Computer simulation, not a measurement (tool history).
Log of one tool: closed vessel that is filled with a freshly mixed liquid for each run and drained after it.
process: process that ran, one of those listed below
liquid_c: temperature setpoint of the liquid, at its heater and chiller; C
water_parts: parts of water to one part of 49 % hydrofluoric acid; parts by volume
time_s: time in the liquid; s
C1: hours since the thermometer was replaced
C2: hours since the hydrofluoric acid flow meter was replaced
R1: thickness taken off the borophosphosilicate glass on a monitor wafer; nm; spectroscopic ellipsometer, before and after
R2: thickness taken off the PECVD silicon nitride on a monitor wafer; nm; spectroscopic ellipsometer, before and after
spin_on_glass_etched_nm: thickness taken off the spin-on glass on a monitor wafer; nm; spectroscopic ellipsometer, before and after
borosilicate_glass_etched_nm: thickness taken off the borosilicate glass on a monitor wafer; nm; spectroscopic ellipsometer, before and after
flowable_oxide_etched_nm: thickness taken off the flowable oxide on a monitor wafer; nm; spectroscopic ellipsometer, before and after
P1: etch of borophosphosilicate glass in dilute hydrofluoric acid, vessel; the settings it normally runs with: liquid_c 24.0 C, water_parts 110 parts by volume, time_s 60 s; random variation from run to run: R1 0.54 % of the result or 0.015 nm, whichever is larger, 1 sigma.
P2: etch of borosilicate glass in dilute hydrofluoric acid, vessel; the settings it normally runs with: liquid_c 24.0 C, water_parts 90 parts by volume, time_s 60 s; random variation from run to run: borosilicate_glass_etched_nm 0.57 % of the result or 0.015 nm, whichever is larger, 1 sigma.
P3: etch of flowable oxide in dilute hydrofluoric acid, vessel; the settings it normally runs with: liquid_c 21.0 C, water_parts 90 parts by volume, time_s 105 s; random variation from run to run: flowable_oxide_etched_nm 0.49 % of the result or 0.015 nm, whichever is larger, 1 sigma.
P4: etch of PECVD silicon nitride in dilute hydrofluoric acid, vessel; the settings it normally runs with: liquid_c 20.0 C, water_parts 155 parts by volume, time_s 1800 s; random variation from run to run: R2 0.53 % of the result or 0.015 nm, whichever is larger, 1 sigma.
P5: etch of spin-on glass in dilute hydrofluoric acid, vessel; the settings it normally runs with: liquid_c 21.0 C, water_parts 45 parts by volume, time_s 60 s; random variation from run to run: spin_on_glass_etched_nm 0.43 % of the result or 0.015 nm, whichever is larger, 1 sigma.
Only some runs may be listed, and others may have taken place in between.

{"run": 1, "hour": 6.7, "process": "P1", "liquid_c": 24.0, "water_parts": 110, "time_s": 60, "C1": 1082.8, "C2": 685.7, "R1": 14.316}
{"run": 2, "hour": 13.3, "process": "P4", "liquid_c": 20.0, "water_parts": 155, "time_s": 1800, "C1": 1089.4, "C2": 692.3, "R2": 16.824}
{"run": 3, "hour": 21.4, "process": "P5", "liquid_c": 21.0, "water_parts": 20, "time_s": 60, "C1": 1097.5, "C2": 700.4, "spin_on_glass_etched_nm": 110.64}
{"run": 4, "hour": 27.2, "process": "P1", "liquid_c": 24.0, "water_parts": 70, "time_s": 60, "C1": 1103.3, "C2": 706.2, "R1": 23.563}
{"run": 5, "hour": 34.7, "process": "P4", "liquid_c": 20.0, "water_parts": 155, "time_s": 1800, "C1": 1110.8, "C2": 713.7, "R2": 16.893}
{"run": 6, "hour": 47.2, "process": "P1", "liquid_c": 24.0, "water_parts": 200, "time_s": 60, "C1": 1123.3, "C2": 726.2, "R1": 7.0655}
{"run": 7, "hour": 59.4, "process": "P2", "liquid_c": 24.0, "water_parts": 90, "time_s": 30, "C1": 1135.5, "C2": 738.4, "borosilicate_glass_etched_nm": 7.6362}
{"run": 8, "hour": 71.3, "process": "P3", "liquid_c": 21.0, "water_parts": 90, "time_s": 170, "C1": 1147.4, "C2": 750.3, "flowable_oxide_etched_nm": 51.747}
{"run": 9, "hour": 77.5, "process": "P2", "liquid_c": 31.0, "water_parts": 90, "time_s": 60, "C1": 1153.6, "C2": 756.5, "borosilicate_glass_etched_nm": 19.852}
{"run": 10, "hour": 87.5, "process": "P1", "liquid_c": 24.0, "water_parts": 110, "time_s": 60, "C1": 1163.6, "C2": 766.5, "R1": 14.219}
{"run": 11, "hour": 98.5, "process": "P1", "liquid_c": 24.0, "water_parts": 175, "time_s": 85, "C1": 1174.6, "C2": 777.5, "R1": 11.656}
{"run": 12, "hour": 108.0, "process": "P1", "liquid_c": 24.0, "water_parts": 110, "time_s": 60, "C1": 1184.1, "C2": 787.0, "R1": 14.5}
{"run": 13, "hour": 114.0, "process": "P1", "liquid_c": 24.0, "water_parts": 110, "time_s": 60, "C1": 1190.1, "C2": 793.0, "R1": 14.371}
{"run": 14, "hour": 126.4, "process": "P1", "liquid_c": 24.0, "water_parts": 110, "time_s": 60, "C1": 1202.5, "C2": 805.4, "R1": 14.145}
{"run": 15, "hour": 131.8, "process": "P4", "liquid_c": 17.0, "water_parts": 155, "time_s": 1800, "C1": 1207.9, "C2": 810.8, "R2": 13.809}
{"run": 16, "hour": 143.7, "process": "P1", "liquid_c": 17.0, "water_parts": 110, "time_s": 60, "C1": 1219.8, "C2": 822.7, "R1": 10.77}
{"run": 17, "hour": 152.3, "process": "P3", "liquid_c": 21.0, "water_parts": 165, "time_s": 105, "C1": 1228.4, "C2": 831.3, "flowable_oxide_etched_nm": 16.151}
{"run": 18, "hour": 157.8, "process": "P4", "liquid_c": 20.0, "water_parts": 155, "time_s": 3145, "C1": 1233.9, "C2": 836.8, "R2": 29.463}
{"run": 19, "hour": 167.0, "process": "P3", "liquid_c": 17.0, "water_parts": 90, "time_s": 105, "C1": 1243.1, "C2": 846.0, "flowable_oxide_etched_nm": 27.11}
{"run": 20, "hour": 178.1, "process": "P3", "liquid_c": 21.0, "water_parts": 90, "time_s": 105, "C1": 1254.2, "C2": 857.1, "flowable_oxide_etched_nm": 32.138}
{"run": 21, "hour": 185.3, "process": "P1", "liquid_c": 24.0, "water_parts": 110, "time_s": 85, "C1": 1261.4, "C2": 864.3, "R1": 20.172}
{"run": 22, "hour": 194.8, "process": "P5", "liquid_c": 25.5, "water_parts": 45, "time_s": 60, "C1": 1270.9, "C2": 873.8, "spin_on_glass_etched_nm": 57.455}
{"run": 23, "hour": 202.1, "process": "P3", "liquid_c": 21.0, "water_parts": 90, "time_s": 105, "C1": 1278.2, "C2": 881.1, "flowable_oxide_etched_nm": 32.29}
{"run": 24, "hour": 207.7, "process": "P5", "liquid_c": 21.0, "water_parts": 45, "time_s": 60, "C1": 1283.8, "C2": 886.7, "spin_on_glass_etched_nm": 47.617}
{"run": 25, "hour": 215.5, "process": "P5", "liquid_c": 21.0, "water_parts": 45, "time_s": 110, "C1": 1291.6, "C2": 894.5, "spin_on_glass_etched_nm": 87.101}
{"run": 26, "hour": 226.3, "process": "P1", "liquid_c": 29.5, "water_parts": 110, "time_s": 60, "C1": 1302.4, "C2": 905.3, "R1": 17.689}
{"run": 27, "hour": 234.7, "process": "P4", "liquid_c": 20.0, "water_parts": 260, "time_s": 1800, "C1": 1310.8, "C2": 913.7, "R2": 10.207}
{"run": 28, "hour": 246.6, "process": "P1", "liquid_c": 24.0, "water_parts": 110, "time_s": 30, "C1": 1322.7, "C2": 925.6, "R1": 7.0658}
{"run": 29, "hour": 258.3, "process": "P2", "liquid_c": 24.0, "water_parts": 140, "time_s": 60, "C1": 1334.4, "C2": 937.3, "borosilicate_glass_etched_nm": 9.1224}
{"run": 30, "hour": 264.8, "process": "P2", "liquid_c": 24.0, "water_parts": 90, "time_s": 60, "C1": 1340.9, "C2": 943.8, "borosilicate_glass_etched_nm": 15.366}
{"run": 31, "hour": 273.8, "process": "P1", "liquid_c": 20.0, "water_parts": 110, "time_s": 30, "C1": 1349.9, "C2": 952.8, "R1": 6.0354}
{"run": 32, "hour": 281.9, "process": "P1", "liquid_c": 24.0, "water_parts": 110, "time_s": 60, "C1": 1358.0, "C2": 960.9, "R1": 14.432}
{"run": 33, "hour": 289.2, "process": "P1", "liquid_c": 24.0, "water_parts": 110, "time_s": 60, "C1": 1365.3, "C2": 968.2, "R1": 13.963}
{"run": 34, "hour": 299.9, "process": "P1", "liquid_c": 24.0, "water_parts": 110, "time_s": 60, "C1": 1376.0, "C2": 978.9, "R1": 13.625}
{"run": 35, "hour": 308.2, "process": "P1", "liquid_c": 24.0, "water_parts": 110, "time_s": 60, "C1": 1384.3, "C2": 987.2, "R1": 13.526}
{"run": 36, "hour": 316.7, "process": "P1", "liquid_c": 24.0, "water_parts": 110, "time_s": 60, "C1": 1392.8, "C2": 995.7, "R1": 13.383}
{"run": 37, "hour": 328.1, "process": "P1", "liquid_c": 24.0, "water_parts": 110, "time_s": 60, "C1": 1404.2, "C2": 1007.1, "R1": 13.285}
{"run": 38, "hour": 335.1, "process": "P1", "liquid_c": 24.0, "water_parts": 110, "time_s": 60, "C1": 1411.2, "C2": 1014.1, "R1": 13.32}
{"run": 39, "hour": 344.1, "process": "P1", "liquid_c": 24.0, "water_parts": 110, "time_s": 60, "C1": 1420.2, "C2": 1023.1, "R1": 13.211}
{"run": 40, "hour": 350.0, "process": "P1", "liquid_c": 24.0, "water_parts": 110, "time_s": 60, "C1": 1426.1, "C2": 1029.0, "R1": 13.288}
{"run": 41, "hour": 362.1, "process": "P1", "liquid_c": 24.0, "water_parts": 110, "time_s": 60, "C1": 1438.2, "C2": 1041.1, "R1": 13.211}

The output of P1 has drifted from where it used to be. Each of the 2 causes below, taken at the size shown beside it, accounts for the log equally well:
A: liquid colder than its thermometer reads (K) = 1.9
B: hydrofluoric acid flow below the setpoint (%) = 6.4
Creep in the process output first set in at about hour 281.9.

Of the 4 check runs listed below, each run on one wafer and each result written as a question mark, which would let you distinguish the listed causes because they would give clearly different results?
{"run": "check 1", "hour": 374.2, "process": "P3", "liquid_c": 21.0, "water_parts": 160, "time_s": 105, "flowable_oxide_etched_nm": "?"}
{"run": "check 2", "hour": 374.2, "process": "P5", "liquid_c": 25.5, "water_parts": 45, "time_s": 95, "spin_on_glass_etched_nm": "?"}
{"run": "check 3", "hour": 374.2, "process": "P2", "liquid_c": 24.0, "water_parts": 135, "time_s": 30, "borosilicate_glass_etched_nm": "?"}
{"run": "check 4", "hour": 374.2, "process": "P4", "liquid_c": 17.0, "water_parts": 240, "time_s": 1800, "R2": "?"}

What every check run would give for each of its results, assuming each possible cause in turn:
check=check_1 result=flowable_oxide_etched_nm if_A=15.535 if_B=15.496
check=check_2 result=spin_on_glass_etched_nm if_A=83.987 if_B=84.637
check=check_3 result=borosilicate_glass_etched_nm if_A=4.4711 if_B=4.4589
check=check_4 result=R2 if_A=7.9755 if_B=8.5082
Per-check spread between the two closest causes, in the result where they differ most: check 1 0.25 %; check 2 0.77 %; check 3 0.27 %; check 4 6.47 %
Check 4 tells the causes apart: in the others they would give nearly the same result.

After running check 4, the following was obtained: R2 7.9252 nm. Which cause does this point to?

The cause is A: liquid colder than its thermometer reads (K).

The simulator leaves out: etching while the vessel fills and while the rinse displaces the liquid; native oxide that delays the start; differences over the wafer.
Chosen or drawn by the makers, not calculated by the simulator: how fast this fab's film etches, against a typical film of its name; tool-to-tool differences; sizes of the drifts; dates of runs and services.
